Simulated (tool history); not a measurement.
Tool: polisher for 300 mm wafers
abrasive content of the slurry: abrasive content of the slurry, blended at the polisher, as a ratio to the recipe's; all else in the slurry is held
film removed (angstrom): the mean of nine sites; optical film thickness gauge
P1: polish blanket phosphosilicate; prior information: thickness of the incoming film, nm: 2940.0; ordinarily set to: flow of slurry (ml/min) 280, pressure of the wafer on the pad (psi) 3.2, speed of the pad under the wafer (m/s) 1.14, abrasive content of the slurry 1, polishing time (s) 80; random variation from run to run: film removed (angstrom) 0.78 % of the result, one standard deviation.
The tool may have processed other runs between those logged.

run,hour,flow of slurry (ml/min),pressure of the wafer on the pad (psi),speed of the pad under the wafer (m/s),abrasive content of the slurry,polishing time (s),wafers polished on this pad,hours since the slurry nozzle was cleaned,hours since the head pressure was calibrated,hours since the slurry blender was calibrated,hours since the conditioning disc was replaced,film removed (angstrom)
1,13.8,280,3.2,1.14,1,80,696,210.5,805.2,141,107,6126.3
2,20.6,280,3.2,1.14,1.4,80,739,217.3,812,147.8,113.8,6942.9
3,27.8,380,3.2,1.14,1,80,786,224.5,819.2,155,121,6306.9
4,38.7,280,2,1.14,1,116,856,235.4,830.1,165.9,131.9,5603.7
# hour 41.9: head pressure recalibrated
# hour 48.1: conditioning disc replaced and pad reconditioned
5,49.4,280,3.2,1.56,1,80,924,246.1,7.6,176.6,1.3,7829.6
6,57.2,280,3.2,1.14,1,80,975,253.9,15.4,184.4,9.1,6124.7
7,64,280,3.2,0.76,1,80,1018,260.7,22.2,191.2,15.9,4509
8,74.4,280,2,1.14,1,80,1085,271.1,32.6,201.6,26.3,3890.8
9,89.6,280,3.2,1.14,1,80,1183,286.3,47.8,216.8,41.5,6160.9
10,102,280,3.2,1.14,1,80,1263,298.7,60.2,229.2,53.9,6087.1
11,115.4,280,3.2,1.14,1,80,1349,312.1,73.6,242.6,67.3,6166.5
12,124.4,280,3.2,1.14,1,123,1407,321.1,82.6,251.6,76.3,9483
13,131.3,280,3.2,1.14,1,80,1451,328,89.5,258.5,83.2,6151.6

Run 14 comes next. What will it give?
14,140.4,185,3.2,1.14,1,80,1510,337.1,98.6,267.6,92.3,?

film removed (angstrom): 5826.5
